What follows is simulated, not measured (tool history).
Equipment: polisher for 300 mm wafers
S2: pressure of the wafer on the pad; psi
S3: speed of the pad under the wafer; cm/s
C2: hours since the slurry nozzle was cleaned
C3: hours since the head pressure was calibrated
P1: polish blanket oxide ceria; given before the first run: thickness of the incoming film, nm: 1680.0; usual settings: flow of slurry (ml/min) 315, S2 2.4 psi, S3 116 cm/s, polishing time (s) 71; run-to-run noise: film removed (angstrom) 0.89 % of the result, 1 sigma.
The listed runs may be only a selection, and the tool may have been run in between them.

Run 1, hour 9.1: flow of slurry (ml/min) 315, S2 2.4 psi, S3 116 cm/s, polishing time (s) 71; wafers polished on this pad 295; C2 127.9; C3 283. Result: film removed (angstrom) 2885.5.
Run 2, hour 19.5: flow of slurry (ml/min) 315, S2 2.4 psi, S3 116 cm/s, polishing time (s) 71; wafers polished on this pad 397; C2 138.3; C3 293.4. Result: film removed (angstrom) 2865.8.
Run 3, hour 27.3: flow of slurry (ml/min) 190, S2 2.4 psi, S3 116 cm/s, polishing time (s) 71; wafers polished on this pad 474; C2 146.1; C3 301.2. Result: film removed (angstrom) 2776.8.
Run 4, hour 39: flow of slurry (ml/min) 455, S2 2.4 psi, S3 116 cm/s, polishing time (s) 71; wafers polished on this pad 589; C2 157.8; C3 312.9. Result: film removed (angstrom) 2987.4.
Run 5, hour 48.9: flow of slurry (ml/min) 315, S2 2.4 psi, S3 70 cm/s, polishing time (s) 71; wafers polished on this pad 686; C2 167.7; C3 322.8. Result: film removed (angstrom) 1761.1.
Run 6, hour 58.5: flow of slurry (ml/min) 315, S2 2.4 psi, S3 116 cm/s, polishing time (s) 96; wafers polished on this pad 780; C2 177.3; C3 332.4. Result: film removed (angstrom) 3995.4.
Run 7, hour 66.5: flow of slurry (ml/min) 315, S2 2.4 psi, S3 116 cm/s, polishing time (s) 71; wafers polished on this pad 858; C2 185.3; C3 340.4. Result: film removed (angstrom) 2884.9.
Run 8, hour 76.4: flow of slurry (ml/min) 190, S2 3.5 psi, S3 116 cm/s, polishing time (s) 71; wafers polished on this pad 955; C2 195.2; C3 350.3. Result: film removed (angstrom) 3997.3.
Run 9, hour 83.6: flow of slurry (ml/min) 315, S2 1.1 psi, S3 116 cm/s, polishing time (s) 71; wafers polished on this pad 1026; C2 202.4; C3 357.5. Result: film removed (angstrom) 1330.3.
Run 10, hour 89.8: flow of slurry (ml/min) 315, S2 3.7 psi, S3 116 cm/s, polishing time (s) 71; wafers polished on this pad 1087; C2 208.6; C3 363.7. Result: film removed (angstrom) 4440.1.
Run 11, hour 98.4: flow of slurry (ml/min) 315, S2 2.4 psi, S3 174 cm/s, polishing time (s) 92; wafers polished on this pad 1171; C2 217.2; C3 372.3. Result: film removed (angstrom) 5674.2.
Run 12, hour 107.3: flow of slurry (ml/min) 315, S2 2.4 psi, S3 116 cm/s, polishing time (s) 71; wafers polished on this pad 1258; C2 226.1; C3 381.2. Result: film removed (angstrom) 2933.6.
Run 13, hour 116.1: flow of slurry (ml/min) 190, S2 2.4 psi, S3 116 cm/s, polishing time (s) 44; wafers polished on this pad 1345; C2 234.9; C3 390. Result: film removed (angstrom) 1694.7.
Run 14, hour 126.7: flow of slurry (ml/min) 315, S2 2.4 psi, S3 116 cm/s, polishing time (s) 43; wafers polished on this pad 1449; C2 245.5; C3 400.6. Result: film removed (angstrom) 1725.6.
Run 15, hour 136.1: flow of slurry (ml/min) 315, S2 2.4 psi, S3 116 cm/s, polishing time (s) 71; wafers polished on this pad 1541; C2 254.9; C3 410. Result: film removed (angstrom) 2962.8.
Run 16, hour 143.8: flow of slurry (ml/min) 315, S2 2.4 psi, S3 176 cm/s, polishing time (s) 71; wafers polished on this pad 1616; C2 262.6; C3 417.7. Result: film removed (angstrom) 4440.6.
Run 17, hour 155.1: flow of slurry (ml/min) 315, S2 2.4 psi, S3 116 cm/s, polishing time (s) 71; wafers polished on this pad 1727; C2 273.9; C3 429. Result: film removed (angstrom) 2889.3.
Run 18, hour 164.3: flow of slurry (ml/min) 315, S2 2.4 psi, S3 116 cm/s, polishing time (s) 71; wafers polished on this pad 1817; C2 283.1; C3 438.2. Result: film removed (angstrom) 2856.9.
Run 19, hour 174: flow of slurry (ml/min) 315, S2 2.4 psi, S3 116 cm/s, polishing time (s) 71; wafers polished on this pad 1913; C2 292.8; C3 447.9. Result: film removed (angstrom) 2809.6.
At hour 183.5: head pressure recalibrated.
Run 20, hour 184.7: flow of slurry (ml/min) 315, S2 2.4 psi, S3 116 cm/s, polishing time (s) 71; wafers polished on this pad 2017; C2 303.5; C3 1.3. Result: film removed (angstrom) 2852.4.
Run 21, hour 190.4: flow of slurry (ml/min) 315, S2 2.4 psi, S3 116 cm/s, polishing time (s) 71; wafers polished on this pad 2073; C2 309.2; C3 7. Result: film removed (angstrom) 2821.6.
Run 22, hour 196.9: flow of slurry (ml/min) 315, S2 2.4 psi, S3 116 cm/s, polishing time (s) 71; wafers polished on this pad 2137; C2 315.7; C3 13.5. Result: film removed (angstrom) 2738.1.
Run 23, hour 204.5: flow of slurry (ml/min) 315, S2 2.4 psi, S3 116 cm/s, polishing time (s) 71; wafers polished on this pad 2212; C2 323.3; C3 21.1. Result: film removed (angstrom) 2828.2.

Run 24 comes next. What will it give?
Run 24, hour 213.9: flow of slurry (ml/min) 315, S2 2.4 psi, S3 116 cm/s, polishing time (s) 71; wafers polished on this pad 2304; C2 332.7; C3 30.5. Result: film removed (angstrom) ?.

{"run 24": {"film removed (angstrom)": 2786.2}}

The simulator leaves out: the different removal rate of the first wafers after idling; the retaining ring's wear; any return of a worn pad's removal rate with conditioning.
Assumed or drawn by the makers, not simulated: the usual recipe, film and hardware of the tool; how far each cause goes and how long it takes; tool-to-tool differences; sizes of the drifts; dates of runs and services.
